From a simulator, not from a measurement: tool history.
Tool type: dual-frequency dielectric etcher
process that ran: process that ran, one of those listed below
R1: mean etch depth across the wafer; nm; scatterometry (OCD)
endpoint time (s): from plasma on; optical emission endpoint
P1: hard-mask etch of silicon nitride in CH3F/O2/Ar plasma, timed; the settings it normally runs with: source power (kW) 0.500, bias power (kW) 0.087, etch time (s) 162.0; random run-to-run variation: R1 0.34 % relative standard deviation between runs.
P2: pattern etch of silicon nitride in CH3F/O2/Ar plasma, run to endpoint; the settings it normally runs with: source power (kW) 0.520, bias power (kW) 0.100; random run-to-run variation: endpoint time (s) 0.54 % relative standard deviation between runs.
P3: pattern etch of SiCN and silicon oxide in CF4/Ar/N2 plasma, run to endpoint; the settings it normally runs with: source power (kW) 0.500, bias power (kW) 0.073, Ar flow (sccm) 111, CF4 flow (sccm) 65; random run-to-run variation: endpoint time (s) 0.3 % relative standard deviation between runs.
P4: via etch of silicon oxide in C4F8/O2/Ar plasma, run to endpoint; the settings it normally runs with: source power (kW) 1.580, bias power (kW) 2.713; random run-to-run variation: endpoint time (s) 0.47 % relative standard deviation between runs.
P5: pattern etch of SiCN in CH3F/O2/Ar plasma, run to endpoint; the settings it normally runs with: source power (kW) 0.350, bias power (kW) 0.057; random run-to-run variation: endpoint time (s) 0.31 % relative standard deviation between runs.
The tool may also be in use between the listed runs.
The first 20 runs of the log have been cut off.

{"run": 21, "day": 12.017, "process that ran": "P4", "source power (kW)": 1.58, "bias power (kW)": 2.713, "endpoint time (s)": 143.9}
{"run": 22, "day": 12.408, "process that ran": "P4", "source power (kW)": 1.58, "bias power (kW)": 3.371, "endpoint time (s)": 135.2}
{"run": 23, "day": 13.083, "process that ran": "P3", "source power (kW)": 0.5, "bias power (kW)": 0.073, "Ar flow (sccm)": 111, "CF4 flow (sccm)": 38, "endpoint time (s)": 19.305}
{"run": 24, "day": 13.454, "process that ran": "P2", "source power (kW)": 0.62, "bias power (kW)": 0.1, "endpoint time (s)": 39.158}
{"run": 25, "day": 14.025, "process that ran": "P2", "source power (kW)": 0.52, "bias power (kW)": 0.1, "endpoint time (s)": 41.805}
{"run": 26, "day": 14.45, "process that ran": "P1", "source power (kW)": 0.5, "bias power (kW)": 0.121, "etch time (s)": 162.0, "R1": 153.95}
{"run": 27, "day": 15.067, "process that ran": "P1", "source power (kW)": 0.5, "bias power (kW)": 0.087, "etch time (s)": 162.0, "R1": 136.62}
{"run": 28, "day": 15.629, "process that ran": "P1", "source power (kW)": 0.5, "bias power (kW)": 0.087, "etch time (s)": 162.0, "R1": 137.03}
{"run": 29, "day": 16.017, "process that ran": "P1", "source power (kW)": 0.5, "bias power (kW)": 0.087, "etch time (s)": 162.0, "R1": 137.26}
{"run": 30, "day": 16.533, "process that ran": "P1", "source power (kW)": 0.5, "bias power (kW)": 0.087, "etch time (s)": 162.0, "R1": 138.66}
{"run": 31, "day": 17.196, "process that ran": "P1", "source power (kW)": 0.5, "bias power (kW)": 0.087, "etch time (s)": 162.0, "R1": 138.98}

Predict the results of run 32:
{"run": 32, "day": 17.562, "process that ran": "P1", "source power (kW)": 0.5, "bias power (kW)": 0.087, "etch time (s)": 162.0, "R1": "?"}

{"run 32": {"R1": 139.39}}
